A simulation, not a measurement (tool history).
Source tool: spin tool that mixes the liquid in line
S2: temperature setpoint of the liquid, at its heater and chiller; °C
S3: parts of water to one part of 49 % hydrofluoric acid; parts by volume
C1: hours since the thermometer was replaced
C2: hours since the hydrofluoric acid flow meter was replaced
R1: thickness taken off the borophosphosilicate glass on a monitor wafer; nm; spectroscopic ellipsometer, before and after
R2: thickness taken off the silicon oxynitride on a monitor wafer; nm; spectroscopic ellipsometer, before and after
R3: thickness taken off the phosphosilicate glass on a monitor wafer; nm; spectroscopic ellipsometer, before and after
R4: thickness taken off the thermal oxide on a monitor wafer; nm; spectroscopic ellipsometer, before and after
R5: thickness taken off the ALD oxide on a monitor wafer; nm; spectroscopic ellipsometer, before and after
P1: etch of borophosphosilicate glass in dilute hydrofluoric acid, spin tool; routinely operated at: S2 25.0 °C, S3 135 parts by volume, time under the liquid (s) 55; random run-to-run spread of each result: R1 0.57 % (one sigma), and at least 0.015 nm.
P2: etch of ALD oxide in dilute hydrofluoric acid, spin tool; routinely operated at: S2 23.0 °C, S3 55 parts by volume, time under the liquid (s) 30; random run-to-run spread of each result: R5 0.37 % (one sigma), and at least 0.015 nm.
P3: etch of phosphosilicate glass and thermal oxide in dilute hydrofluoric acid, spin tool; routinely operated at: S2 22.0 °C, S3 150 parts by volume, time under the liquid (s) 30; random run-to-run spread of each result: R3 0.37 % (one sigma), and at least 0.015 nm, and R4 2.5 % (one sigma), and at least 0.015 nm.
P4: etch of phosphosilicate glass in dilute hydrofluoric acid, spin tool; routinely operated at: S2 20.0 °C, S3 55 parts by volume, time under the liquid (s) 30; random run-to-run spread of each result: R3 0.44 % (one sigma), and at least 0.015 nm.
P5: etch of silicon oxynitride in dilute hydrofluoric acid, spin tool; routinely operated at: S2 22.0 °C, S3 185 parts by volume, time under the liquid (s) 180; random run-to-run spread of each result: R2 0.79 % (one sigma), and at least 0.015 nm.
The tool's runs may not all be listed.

{"run": 1, "day": 0.462, "process that ran": "P1", "S2": 25.0, "S3": 135, "time under the liquid (s)": 55, "C1": 1346.3, "C2": 213.9, "R1": 23.633}
{"run": 2, "day": 0.879, "process that ran": "P5", "S2": 30.0, "S3": 185, "time under the liquid (s)": 180, "C1": 1356.3, "C2": 223.9, "R2": 4.1186}
{"run": 3, "day": 1.404, "process that ran": "P3", "S2": 17.0, "S3": 150, "time under the liquid (s)": 30, "C1": 1368.9, "C2": 236.5, "R3": 16.829, "R4": 0.71087}
{"run": 4, "day": 1.921, "process that ran": "P2", "S2": 23.0, "S3": 95, "time under the liquid (s)": 30, "C1": 1381.3, "C2": 248.9, "R5": 4.7707}
{"run": 5, "day": 2.471, "process that ran": "P5", "S2": 22.0, "S3": 45, "time under the liquid (s)": 180, "C1": 1394.5, "C2": 262.1, "R2": 13.029}
{"run": 6, "day": 3.0, "process that ran": "P1", "S2": 20.5, "S3": 135, "time under the liquid (s)": 55, "C1": 1407.2, "C2": 274.8, "R1": 19.76}
{"run": 7, "day": 3.667, "process that ran": "P4", "S2": 20.0, "S3": 55, "time under the liquid (s)": 15, "C1": 1423.2, "C2": 290.8, "R3": 17.726}
{"run": 8, "day": 4.238, "process that ran": "P3", "S2": 22.0, "S3": 150, "time under the liquid (s)": 30, "C1": 1436.9, "C2": 304.5, "R3": 20.765, "R4": 0.82613}
{"run": 9, "day": 4.942, "process that ran": "P1", "S2": 25.0, "S3": 230, "time under the liquid (s)": 55, "C1": 1453.8, "C2": 321.4, "R1": 12.568}
{"run": 10, "day": 5.4, "process that ran": "P1", "S2": 25.0, "S3": 135, "time under the liquid (s)": 55, "C1": 1464.8, "C2": 332.4, "R1": 23.854}
{"day": 5.567, "done": "thermometer replaced"}
{"run": 11, "day": 6.129, "process that ran": "P2", "S2": 31.0, "S3": 55, "time under the liquid (s)": 30, "C1": 13.5, "C2": 349.9, "R5": 11.974}
{"run": 12, "day": 6.671, "process that ran": "P1", "S2": 25.0, "S3": 45, "time under the liquid (s)": 55, "C1": 26.5, "C2": 362.9, "R1": 80.429}
{"run": 13, "day": 7.238, "process that ran": "P3", "S2": 22.0, "S3": 85, "time under the liquid (s)": 30, "C1": 40.1, "C2": 376.5, "R3": 39.146, "R4": 1.6383}
{"run": 14, "day": 7.758, "process that ran": "P1", "S2": 19.0, "S3": 135, "time under the liquid (s)": 105, "C1": 52.6, "C2": 389.0, "R1": 35.668}
{"run": 15, "day": 8.217, "process that ran": "P2", "S2": 23.0, "S3": 55, "time under the liquid (s)": 55, "C1": 63.6, "C2": 400.0, "R5": 15.869}
{"run": 16, "day": 8.533, "process that ran": "P5", "S2": 22.0, "S3": 185, "time under the liquid (s)": 180, "C1": 71.2, "C2": 407.6, "R2": 2.868}
{"run": 17, "day": 9.167, "process that ran": "P4", "S2": 20.0, "S3": 100, "time under the liquid (s)": 30, "C1": 86.4, "C2": 422.8, "R3": 18.602}
{"run": 18, "day": 9.575, "process that ran": "P4", "S2": 20.0, "S3": 55, "time under the liquid (s)": 30, "C1": 96.2, "C2": 432.6, "R3": 35.434}
{"run": 19, "day": 10.204, "process that ran": "P1", "S2": 21.0, "S3": 220, "time under the liquid (s)": 55, "C1": 111.3, "C2": 447.7, "R1": 11.413}
{"run": 20, "day": 10.608, "process that ran": "P1", "S2": 18.5, "S3": 185, "time under the liquid (s)": 55, "C1": 121.0, "C2": 457.4, "R1": 12.793}
{"run": 21, "day": 10.942, "process that ran": "P2", "S2": 23.0, "S3": 55, "time under the liquid (s)": 30, "C1": 129.0, "C2": 465.4, "R5": 8.7347}
{"run": 22, "day": 11.35, "process that ran": "P1", "S2": 25.0, "S3": 135, "time under the liquid (s)": 55, "C1": 138.8, "C2": 475.2, "R1": 23.834}
{"run": 23, "day": 12.075, "process that ran": "P5", "S2": 22.0, "S3": 185, "time under the liquid (s)": 340, "C1": 156.2, "C2": 492.6, "R2": 5.4219}
{"run": 24, "day": 12.533, "process that ran": "P5", "S2": 22.0, "S3": 185, "time under the liquid (s)": 180, "C1": 167.2, "C2": 503.6, "R2": 2.8329}
{"run": 25, "day": 12.967, "process that ran": "P1", "S2": 29.5, "S3": 135, "time under the liquid (s)": 55, "C1": 177.6, "C2": 514.0, "R1": 28.235}
{"run": 26, "day": 13.583, "process that ran": "P1", "S2": 25.0, "S3": 135, "time under the liquid (s)": 55, "C1": 192.4, "C2": 528.8, "R1": 23.529}
{"run": 27, "day": 14.104, "process that ran": "P1", "S2": 25.0, "S3": 135, "time under the liquid (s)": 25, "C1": 204.9, "C2": 541.3, "R1": 10.911}
{"run": 28, "day": 14.708, "process that ran": "P1", "S2": 25.0, "S3": 135, "time under the liquid (s)": 115, "C1": 219.4, "C2": 555.8, "R1": 49.528}
{"run": 29, "day": 15.129, "process that ran": "P4", "S2": 28.0, "S3": 55, "time under the liquid (s)": 30, "C1": 229.5, "C2": 565.9, "R3": 48.785}
{"run": 30, "day": 15.679, "process that ran": "P1", "S2": 25.0, "S3": 135, "time under the liquid (s)": 55, "C1": 242.7, "C2": 579.1, "R1": 23.733}
{"run": 31, "day": 16.079, "process that ran": "P2", "S2": 23.0, "S3": 55, "time under the liquid (s)": 30, "C1": 252.3, "C2": 588.7, "R5": 8.6675}
{"run": 32, "day": 16.729, "process that ran": "P1", "S2": 25.0, "S3": 135, "time under the liquid (s)": 55, "C1": 267.9, "C2": 604.3, "R1": 23.92}
{"run": 33, "day": 17.196, "process that ran": "P3", "S2": 22.0, "S3": 150, "time under the liquid (s)": 60, "C1": 279.1, "C2": 615.5, "R3": 41.142, "R4": 1.709}
{"run": 34, "day": 17.738, "process that ran": "P1", "S2": 25.0, "S3": 135, "time under the liquid (s)": 55, "C1": 292.1, "C2": 628.5, "R1": 23.852}
{"run": 35, "day": 18.258, "process that ran": "P1", "S2": 25.0, "S3": 135, "time under the liquid (s)": 55, "C1": 304.6, "C2": 641.0, "R1": 22.458}
{"run": 36, "day": 18.842, "process that ran": "P1", "S2": 25.0, "S3": 135, "time under the liquid (s)": 55, "C1": 318.6, "C2": 655.0, "R1": 21.977}
{"run": 37, "day": 19.246, "process that ran": "P1", "S2": 25.0, "S3": 135, "time under the liquid (s)": 55, "C1": 328.3, "C2": 664.7, "R1": 21.831}
{"run": 38, "day": 19.971, "process that ran": "P1", "S2": 25.0, "S3": 135, "time under the liquid (s)": 55, "C1": 345.7, "C2": 682.1, "R1": 21.884}
{"run": 39, "day": 20.338, "process that ran": "P1", "S2": 25.0, "S3": 135, "time under the liquid (s)": 55, "C1": 354.5, "C2": 690.9, "R1": 21.705}
{"run": 40, "day": 20.812, "process that ran": "P1", "S2": 25.0, "S3": 135, "time under the liquid (s)": 55, "C1": 365.9, "C2": 702.3, "R1": 21.676}

P1 no longer gives what it gave before; its output has crept away from where it was. The following 2 causes, each at its listed size, fit the log equally well:
A: hydrofluoric acid flow below the setpoint (%) = 7.78
B: liquid colder than its thermometer reads (K) = 2.44
The gradual shift began around day 17.738.

Below are 4 check runs, each averaged over 3 wafers, with their results shown as question marks. Which of them would give clearly different results depending on which cause is behind the drift?
{"run": "check 1", "day": 21.288, "process that ran": "P2", "S2": 28.5, "S3": 90, "time under the liquid (s)": 30, "R5": "?"}
{"run": "check 2", "day": 21.288, "process that ran": "P5", "S2": 22.0, "S3": 55, "time under the liquid (s)": 285, "R2": "?"}
{"run": "check 3", "day": 21.288, "process that ran": "P3", "S2": 22.0, "S3": 150, "time under the liquid (s)": 60, "R3": "?", "R4": "?"}
{"run": "check 4", "day": 21.288, "process that ran": "P4", "S2": 26.5, "S3": 100, "time under the liquid (s)": 30, "R3": "?"}

Check results expected under each cause:
check=check_1 result=R5 if_A=5.7412 if_B=5.7232
check=check_2 result=R2 if_A=15.5480 if_B=14.9820
check=check_3 result=R3 if_A=37.437 if_B=37.373
check=check_3 result=R4 if_A=1.52840 if_B=1.52580
check=check_4 result=R3 if_A=21.838 if_B=21.760
How far apart the two closest causes lie, in the result that separates them most: check 1 0.31 %; check 2 3.71 %; check 3 0.17 %; check 4 0.36 %
The causes can be told apart only by check 2. The other checks would give nearly the same results under each of them.

Running check 2 produced the following: R2 15.4930 nm. Which one of the listed causes fits?

The correct cause is A, namely: hydrofluoric acid flow below the setpoint (%).
